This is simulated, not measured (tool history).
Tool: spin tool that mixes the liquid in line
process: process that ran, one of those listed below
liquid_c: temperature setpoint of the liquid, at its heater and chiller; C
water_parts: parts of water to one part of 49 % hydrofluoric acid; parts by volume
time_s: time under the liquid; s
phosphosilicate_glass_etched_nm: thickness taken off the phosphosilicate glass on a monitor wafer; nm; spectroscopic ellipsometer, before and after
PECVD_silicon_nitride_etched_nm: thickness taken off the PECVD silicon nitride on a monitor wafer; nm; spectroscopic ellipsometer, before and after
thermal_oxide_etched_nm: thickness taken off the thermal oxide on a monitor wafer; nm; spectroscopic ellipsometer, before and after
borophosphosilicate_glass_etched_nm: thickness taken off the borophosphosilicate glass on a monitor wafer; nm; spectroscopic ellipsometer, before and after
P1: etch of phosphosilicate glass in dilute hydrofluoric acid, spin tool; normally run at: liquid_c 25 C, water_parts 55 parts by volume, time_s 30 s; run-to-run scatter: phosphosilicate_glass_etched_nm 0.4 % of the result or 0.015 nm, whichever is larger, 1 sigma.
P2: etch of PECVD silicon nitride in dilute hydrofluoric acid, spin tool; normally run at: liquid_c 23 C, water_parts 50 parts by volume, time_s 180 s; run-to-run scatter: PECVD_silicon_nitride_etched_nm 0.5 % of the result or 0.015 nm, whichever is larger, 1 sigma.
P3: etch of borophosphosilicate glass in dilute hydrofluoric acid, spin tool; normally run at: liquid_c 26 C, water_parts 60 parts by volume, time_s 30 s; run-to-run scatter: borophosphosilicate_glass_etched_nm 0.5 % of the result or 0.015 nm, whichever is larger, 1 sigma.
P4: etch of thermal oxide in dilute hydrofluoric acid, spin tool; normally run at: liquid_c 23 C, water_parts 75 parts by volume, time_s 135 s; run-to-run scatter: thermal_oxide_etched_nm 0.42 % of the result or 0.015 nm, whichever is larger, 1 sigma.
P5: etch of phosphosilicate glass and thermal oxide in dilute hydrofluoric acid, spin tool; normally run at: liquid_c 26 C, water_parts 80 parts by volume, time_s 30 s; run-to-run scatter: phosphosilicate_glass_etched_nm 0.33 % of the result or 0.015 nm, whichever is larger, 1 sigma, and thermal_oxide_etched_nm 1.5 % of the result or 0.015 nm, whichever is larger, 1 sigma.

run   hour  process  liquid_c  water_parts  time_s  phosphosilicate_glass_etched_nm  PECVD_silicon_nitride_etched_nm  thermal_oxide_etched_nm  borophosphosilicate_glass_etched_nm
  1   13.6       P1        25           55      30                           117.51
  2   25.7       P2        23           50     290                                                            9.3596
  3   35.3       P4        23           75     135                                                                                     8.2567
  4   46.2       P1        25           55      30                           118.52
  5   60.2       P1        25           55      30                           117.93
  6   71.6       P5        26           80      50                           122.49                                                    3.2876
  7   82.8       P2        23           20     180                                                            13.948
  8   93.5       P3        26           85      30                                                                                                                          23.951
  9  100.8       P1        29           75      30                           99.096
 10  111.1       P4        23           75     255                                                                                     15.805
 11    126       P3        26           60      30                                                                                                                          35.022
 12    133       P1        25           55      45                            177.9
 13    140       P1        25          105      30                            57.86
 14  147.7       P1        25           55      30                           119.45
 15  156.4       P4        23          135     135                                                                                     4.2858
 16  170.5       P3        26           60      50                                                                                                                          58.535
 17  179.6       P4        17           75     135                                                                                     6.4714
 18  187.6       P1        33           55      30                           161.43
 19  197.4       P5        26           80      30                           72.569                                                    1.9488
 20  209.4       P5        26           20      30                           316.96                                                    8.3973
 21  220.9       P5      20.5           80      30                           58.276                                                     1.539
 22  233.5       P2        28           50     180                                                            8.0163
 23  244.3       P1        21           20      30                           288.46
 24  257.2       P1        25           55      30                           117.87
 25  270.2       P1        25           20      30                           339.62
 26  277.9       P3        34           60      30                                                                                                                          47.656
 27  292.6       P1      17.5           55      30                           85.898
 28  303.9       P1        25           85      15                           36.969
 29  313.6       P1        25           55      15                           59.456
 30  327.7       P2        23           50     180                                                            5.6904
 31  340.7       P1        25           55      30                            118.2
 32  349.7       P1        25           55      30                            116.5
 33  360.6       P1        25           55      30                           115.24
 34  373.5       P1        25           55      30                           113.99
 35  383.3       P1        25           55      30                           112.86
 36  392.5       P1        25           55      30                           112.17
 37  402.8       P1        25           55      30                           113.13
 38  409.9       P1        25           55      30                            111.8
 39  422.2       P1        25           55      30                            112.3
 40  434.6       P1        25           55      30                           112.62
 41  441.1       P1        25           55      30                           111.56

What P1 gives has crept away from where it was. These 2 causes fit the log equally well, each at the size given:
A: hydrofluoric acid flow below the setpoint (%) = 5.16
B: liquid colder than its thermometer reads (K) = 1.4
The creep began at about hour 340.7.

4 check runs are offered, one wafer each, their results left as question marks. Which one tells the causes apart?
check 1  447.6       P5        21           35      30                                ?                                                         ?
check 2  447.6       P4      19.5           75     135                                                                                          ?
check 3  447.6       P3        32           60      30                                                                                                                               ?
check 4  447.6       P2        23           20     180                                                                 ?

What each check would give under each cause:
  check                               result    if A    if B
check 1      phosphosilicate_glass_etched_nm  135.95  135.31
check 1              thermal_oxide_etched_nm  3.6541  3.6368
check 2              thermal_oxide_etched_nm  6.8076   6.798
check 3  borophosphosilicate_glass_etched_nm  41.903   42.08
check 4      PECVD_silicon_nitride_etched_nm  13.303  12.698
How far apart the two closest causes lie, in the result that separates them most: check 1 0.48 %; check 2 0.14 %; check 3 0.42 %; check 4 4.66 %
Only check 4 tells the causes apart: in the others they would give nearly the same result.

Then check 4 was run and gave: PECVD_silicon_nitride_etched_nm 13.341 nm. Which cause is it?

It is A: hydrofluoric acid flow below the setpoint (%).
